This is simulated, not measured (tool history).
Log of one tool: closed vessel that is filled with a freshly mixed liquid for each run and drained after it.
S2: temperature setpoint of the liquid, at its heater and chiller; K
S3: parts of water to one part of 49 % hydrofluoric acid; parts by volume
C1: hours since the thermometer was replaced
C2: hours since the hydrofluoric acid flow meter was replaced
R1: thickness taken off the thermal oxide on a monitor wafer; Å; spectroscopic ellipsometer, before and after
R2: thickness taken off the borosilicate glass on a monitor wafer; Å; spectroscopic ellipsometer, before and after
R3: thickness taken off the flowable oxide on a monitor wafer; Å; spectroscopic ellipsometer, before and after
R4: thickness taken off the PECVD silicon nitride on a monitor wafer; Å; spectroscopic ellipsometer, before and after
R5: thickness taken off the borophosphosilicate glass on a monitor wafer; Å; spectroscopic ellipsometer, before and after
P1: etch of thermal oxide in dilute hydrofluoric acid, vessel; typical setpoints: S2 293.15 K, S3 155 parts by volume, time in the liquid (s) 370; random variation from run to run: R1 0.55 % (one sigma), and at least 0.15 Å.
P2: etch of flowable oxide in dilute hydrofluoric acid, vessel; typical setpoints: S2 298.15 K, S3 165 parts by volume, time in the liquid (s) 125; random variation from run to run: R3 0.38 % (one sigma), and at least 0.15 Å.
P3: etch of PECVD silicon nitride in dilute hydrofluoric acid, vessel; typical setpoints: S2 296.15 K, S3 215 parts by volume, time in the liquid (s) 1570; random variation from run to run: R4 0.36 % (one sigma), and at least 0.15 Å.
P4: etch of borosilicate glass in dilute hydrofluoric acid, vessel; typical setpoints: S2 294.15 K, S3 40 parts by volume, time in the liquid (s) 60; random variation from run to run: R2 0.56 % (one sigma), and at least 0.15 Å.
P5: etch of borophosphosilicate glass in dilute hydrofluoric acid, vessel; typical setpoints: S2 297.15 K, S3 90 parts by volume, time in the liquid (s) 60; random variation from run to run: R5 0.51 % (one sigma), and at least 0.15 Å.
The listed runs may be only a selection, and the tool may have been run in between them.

run 1 hour=8.3 | process_that_ran=P1 S2=293.15 S3=155 time_in_the_liquid_(s)=370 | C1=501.3 C2=288.2 | R1=90.417
run 2 hour=14.7 | process_that_ran=P1 S2=293.15 S3=155 time_in_the_liquid_(s)=530 | C1=507.7 C2=294.6 | R1=129.740
run 3 hour=21.8 | process_that_ran=P4 S2=294.15 S3=40 time_in_the_liquid_(s)=60 | C1=514.8 C2=301.7 | R2=784.31
run 4 hour=28.4 | process_that_ran=P1 S2=299.15 S3=155 time_in_the_liquid_(s)=370 | C1=521.4 C2=308.3 | R1=113.690
run 5 hour=32.8 | process_that_ran=P1 S2=293.15 S3=240 time_in_the_liquid_(s)=370 | C1=525.8 C2=312.7 | R1=53.891
run 6 hour=38.0 | process_that_ran=P1 S2=298.15 S3=220 time_in_the_liquid_(s)=370 | C1=531.0 C2=317.9 | R1=71.535
run 7 hour=43.5 | process_that_ran=P1 S2=293.15 S3=155 time_in_the_liquid_(s)=370 | C1=536.5 C2=323.4 | R1=90.002
run 8 hour=50.2 | process_that_ran=P2 S2=298.15 S3=165 time_in_the_liquid_(s)=215 | C1=543.2 C2=330.1 | R3=335.68
run 9 hour=54.0 | process_that_ran=P1 S2=293.15 S3=155 time_in_the_liquid_(s)=370 | C1=547.0 C2=333.9 | R1=90.250
run 10 hour=62.3 | process_that_ran=P3 S2=296.15 S3=215 time_in_the_liquid_(s)=2955 | C1=555.3 C2=342.2 | R4=575.33
run 11 hour=68.3 | process_that_ran=P1 S2=293.15 S3=155 time_in_the_liquid_(s)=370 | C1=561.3 C2=348.2 | R1=89.756
run 12 hour=74.7 | process_that_ran=P1 S2=293.15 S3=35 time_in_the_liquid_(s)=85 | C1=567.7 C2=354.6 | R1=105.040
run 13 hour=82.9 | process_that_ran=P3 S2=296.15 S3=40 time_in_the_liquid_(s)=1570 | C1=575.9 C2=362.8 | R4=1592.90
run 14 hour=88.9 | process_that_ran=P1 S2=293.15 S3=50 time_in_the_liquid_(s)=370 | C1=581.9 C2=368.8 | R1=314.020
run 15 hour=97.6 | process_that_ran=P2 S2=298.15 S3=225 time_in_the_liquid_(s)=125 | C1=590.6 C2=377.5 | R3=133.60
run 16 hour=104.2 | process_that_ran=P1 S2=290.15 S3=155 time_in_the_liquid_(s)=370 | C1=597.2 C2=384.1 | R1=80.691
run 17 hour=112.1 | process_that_ran=P4 S2=294.15 S3=60 time_in_the_liquid_(s)=60 | C1=605.1 C2=392.0 | R2=511.02
run 18 hour=117.8 | process_that_ran=P3 S2=296.15 S3=215 time_in_the_liquid_(s)=1570 | C1=610.8 C2=397.7 | R4=304.67
run 19 hour=124.7 | process_that_ran=P5 S2=304.65 S3=90 time_in_the_liquid_(s)=60 | C1=617.7 C2=404.6 | R5=620.03
run 20 hour=129.1 | process_that_ran=P1 S2=293.15 S3=35 time_in_the_liquid_(s)=175 | C1=622.1 C2=409.0 | R1=215.960
run 21 hour=137.6 | process_that_ran=P4 S2=302.15 S3=40 time_in_the_liquid_(s)=60 | C1=630.6 C2=417.5 | R2=1096.20
run 22 hour=141.5 | process_that_ran=P5 S2=297.15 S3=90 time_in_the_liquid_(s)=30 | C1=634.5 C2=421.4 | R5=230.81
run 23 hour=149.5 | process_that_ran=P2 S2=291.15 S3=165 time_in_the_liquid_(s)=125 | C1=642.5 C2=429.4 | R3=148.23
run 24 hour=153.5 | process_that_ran=P5 S2=297.15 S3=30 time_in_the_liquid_(s)=60 | C1=646.5 C2=433.4 | R5=1495.80
run 25 hour=157.8 | process_that_ran=P1 S2=293.15 S3=155 time_in_the_liquid_(s)=125 | C1=650.8 C2=437.7 | R1=30.539
run 26 hour=165.2 | process_that_ran=P4 S2=294.15 S3=40 time_in_the_liquid_(s)=30 | C1=658.2 C2=445.1 | R2=392.17
run 27 hour=173.3 | process_that_ran=P3 S2=290.15 S3=215 time_in_the_liquid_(s)=1570 | C1=666.3 C2=453.2 | R4=205.48
run 28 hour=180.0 | process_that_ran=P1 S2=293.15 S3=155 time_in_the_liquid_(s)=370 | C1=673.0 C2=459.9 | R1=88.836
run 29 hour=187.5 | process_that_ran=P5 S2=297.15 S3=90 time_in_the_liquid_(s)=60 | C1=680.5 C2=467.4 | R5=464.92
run 30 hour=195.1 | process_that_ran=P4 S2=294.15 S3=40 time_in_the_liquid_(s)=60 | C1=688.1 C2=475.0 | R2=784.81
run 31 hour=202.2 | process_that_ran=P2 S2=298.15 S3=165 time_in_the_liquid_(s)=125 | C1=695.2 C2=482.1 | R3=195.00
run 32 hour=208.3 | process_that_ran=P5 S2=297.15 S3=90 time_in_the_liquid_(s)=60 | C1=701.3 C2=488.2 | R5=463.46
run 33 hour=213.9 | process_that_ran=P1 S2=293.15 S3=155 time_in_the_liquid_(s)=370 | C1=706.9 C2=493.8 | R1=90.258
run 34 hour=218.1 | process_that_ran=P1 S2=293.15 S3=155 time_in_the_liquid_(s)=370 | C1=711.1 C2=498.0 | R1=92.136
run 35 hour=225.2 | process_that_ran=P1 S2=293.15 S3=155 time_in_the_liquid_(s)=370 | C1=718.2 C2=505.1 | R1=95.157
run 36 hour=229.9 | process_that_ran=P1 S2=293.15 S3=155 time_in_the_liquid_(s)=370 | C1=722.9 C2=509.8 | R1=95.855
run 37 hour=237.0 | process_that_ran=P1 S2=293.15 S3=155 time_in_the_liquid_(s)=370 | C1=730.0 C2=516.9 | R1=97.456
run 38 hour=243.9 | process_that_ran=P1 S2=293.15 S3=155 time_in_the_liquid_(s)=370 | C1=736.9 C2=523.8 | R1=97.161
run 39 hour=248.0 | process_that_ran=P1 S2=293.15 S3=155 time_in_the_liquid_(s)=370 | C1=741.0 C2=527.9 | R1=99.003
run 40 hour=255.8 | process_that_ran=P1 S2=293.15 S3=155 time_in_the_liquid_(s)=370 | C1=748.8 C2=535.7 | R1=98.172
run 41 hour=260.6 | process_that_ran=P1 S2=293.15 S3=155 time_in_the_liquid_(s)=370 | C1=753.6 C2=540.5 | R1=98.871
run 42 hour=267.1 | process_that_ran=P1 S2=293.15 S3=155 time_in_the_liquid_(s)=370 | C1=760.1 C2=547.0 | R1=98.395

What P1 gives has crept away from where it was. These 2 causes fit the log equally well, each at the size given:
A: liquid hotter than its thermometer reads (K) = 2.2
B: hydrofluoric acid flow above the setpoint (%) = 7.75
At approximately hour 213.9, the process output began to creep.

The check runs listed below each take one wafer, and their results are still question marks. Under which run would the listed causes lead to clearly different results?
run check 1 hour=273.6 | process_that_ran=P2 S2=293.65 S3=165 time_in_the_liquid_(s)=190 | R3=?
run check 2 hour=273.6 | process_that_ran=P5 S2=304.15 S3=55 time_in_the_liquid_(s)=60 | R5=?
run check 3 hour=273.6 | process_that_ran=P3 S2=291.15 S3=150 time_in_the_liquid_(s)=1570 | R4=?
run check 4 hour=273.6 | process_that_ran=P4 S2=299.65 S3=40 time_in_the_liquid_(s)=60 | R2=?

Outcome of each check run for each possible cause:
check=check_1 result=R3 if_A=271.50 if_B=271.96
check=check_2 result=R5 if_A=1132.90 if_B=1128.90
check=check_3 result=R4 if_A=362.22 if_B=335.74
check=check_4 result=R2 if_A=1082.20 if_B=1071.50
Smallest distance between any two causes, each pair judged by its most separating result, in per cent: check 1 0.17 %; check 2 0.35 %; check 3 7.59 %; check 4 0.99 %
Check 3 distinguishes between the causes, while the remaining checks would return nearly the same result for all of them.

Check 3 was carried out, with these results: R4 361.48 Å. Which of the listed causes is responsible?

It is A: liquid hotter than its thermometer reads (K).

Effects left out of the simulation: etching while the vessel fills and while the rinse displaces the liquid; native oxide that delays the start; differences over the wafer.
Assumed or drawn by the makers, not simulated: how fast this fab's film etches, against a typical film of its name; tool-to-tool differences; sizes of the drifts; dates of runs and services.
